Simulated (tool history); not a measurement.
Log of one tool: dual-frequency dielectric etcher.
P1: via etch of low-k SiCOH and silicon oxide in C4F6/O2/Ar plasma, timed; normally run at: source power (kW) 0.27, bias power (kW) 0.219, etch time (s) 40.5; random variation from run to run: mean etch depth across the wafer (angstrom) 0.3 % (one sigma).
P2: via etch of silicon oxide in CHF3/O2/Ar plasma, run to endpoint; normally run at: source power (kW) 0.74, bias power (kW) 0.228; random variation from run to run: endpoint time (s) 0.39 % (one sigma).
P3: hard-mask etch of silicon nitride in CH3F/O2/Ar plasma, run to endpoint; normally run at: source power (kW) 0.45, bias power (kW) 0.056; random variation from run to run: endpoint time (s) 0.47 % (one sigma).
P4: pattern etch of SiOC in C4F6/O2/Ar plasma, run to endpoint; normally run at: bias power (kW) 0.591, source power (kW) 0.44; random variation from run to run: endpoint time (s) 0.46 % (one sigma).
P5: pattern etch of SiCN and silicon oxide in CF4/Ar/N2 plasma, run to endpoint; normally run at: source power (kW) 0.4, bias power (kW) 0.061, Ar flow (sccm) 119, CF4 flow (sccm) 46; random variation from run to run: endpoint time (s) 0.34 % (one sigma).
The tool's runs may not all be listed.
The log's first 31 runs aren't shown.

| run | hour | process that ran | source power (kW) | bias power (kW) | etch time (s) | Ar flow (sccm) | CF4 flow (sccm) | mean etch depth across the wafer (angstrom) | endpoint time (s) |
|---|---|---|---|---|---|---|---|---|---|
| 32 | 272.1 | P1 | 0.27 | 0.219 | 40.5 |  |  | 1000.9 |  |
| 33 | 283.7 | P1 | 0.27 | 0.219 | 40.5 |  |  | 999 |  |
| 34 | 293.8 | P1 | 0.27 | 0.219 | 40.5 |  |  | 1007.1 |  |
| 35 | 302.5 | P1 | 0.27 | 0.219 | 40.5 |  |  | 1001.4 |  |
| 36 | 312 | P1 | 0.27 | 0.219 | 40.5 |  |  | 1003.5 |  |
| 37 | 318.4 | P1 | 0.27 | 0.219 | 40.5 |  |  | 1007.8 |  |
|  | 325.8 | wet clean of the chamber |
| 38 | 327.8 | P1 | 0.27 | 0.219 | 40.5 |  |  | 1010.8 |  |
| 39 | 337.9 | P1 | 0.27 | 0.219 | 40.5 |  |  | 1011.5 |  |
| 40 | 345.5 | P1 | 0.27 | 0.219 | 40.5 |  |  | 1001.2 |  |

The next listed run, before its measurement:
| 41 | 354.6 | P1 | 0.27 | 0.219 | 40.5 |  |  | ? |  |

{"run 41": {"mean etch depth across the wafer (angstrom)": 1010.2}}

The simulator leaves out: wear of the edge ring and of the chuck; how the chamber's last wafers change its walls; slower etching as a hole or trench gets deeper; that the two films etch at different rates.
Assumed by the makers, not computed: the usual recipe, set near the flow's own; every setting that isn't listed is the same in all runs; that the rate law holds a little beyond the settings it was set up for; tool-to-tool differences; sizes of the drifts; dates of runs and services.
